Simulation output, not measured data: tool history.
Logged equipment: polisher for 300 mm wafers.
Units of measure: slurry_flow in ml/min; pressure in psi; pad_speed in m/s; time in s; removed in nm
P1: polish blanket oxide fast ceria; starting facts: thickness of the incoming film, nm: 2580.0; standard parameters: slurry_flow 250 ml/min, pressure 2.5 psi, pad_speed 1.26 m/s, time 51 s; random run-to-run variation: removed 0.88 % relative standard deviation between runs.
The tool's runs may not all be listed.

run 1 hour=10.2 | slurry_flow=250 pressure=2.5 pad_speed=1.26 time=51 | removed=948.92
run 2 hour=17.9 | slurry_flow=250 pressure=2.5 pad_speed=1.26 time=30 | removed=547.16
run 3 hour=25.4 | slurry_flow=350 pressure=2.5 pad_speed=1.26 time=65 | removed=1241.4
run 4 hour=32.2 | slurry_flow=150 pressure=2.5 pad_speed=1.56 time=51 | removed=1097
run 5 hour=44.4 | slurry_flow=390 pressure=2.5 pad_speed=1.26 time=51 | removed=987.31
run 6 hour=56.3 | slurry_flow=250 pressure=2.5 pad_speed=1.26 time=51 | removed=939.46
run 7 hour=65.6 | slurry_flow=250 pressure=2.5 pad_speed=1.92 time=51 | removed=1448
run 8 hour=76.6 | slurry_flow=250 pressure=2.5 pad_speed=1.26 time=51 | removed=934.1
run 9 hour=86.9 | slurry_flow=250 pressure=1.2 pad_speed=1.26 time=51 | removed=454.87
run 10 hour=93.5 | slurry_flow=250 pressure=2.5 pad_speed=1.26 time=51 | removed=958.76
run 11 hour=101.3 | slurry_flow=250 pressure=2.5 pad_speed=1.26 time=51 | removed=941.1
-- hour=103.5 head pressure recalibrated
run 12 hour=113.1 | slurry_flow=150 pressure=2.5 pad_speed=1.26 time=51 | removed=882.78

Run 13 has not been measured yet. What should we expect?
run 13 hour=118.9 | slurry_flow=250 pressure=3.7 pad_speed=1.26 time=51 | removed=?

Run 13 measured removed 1407.6 nm.
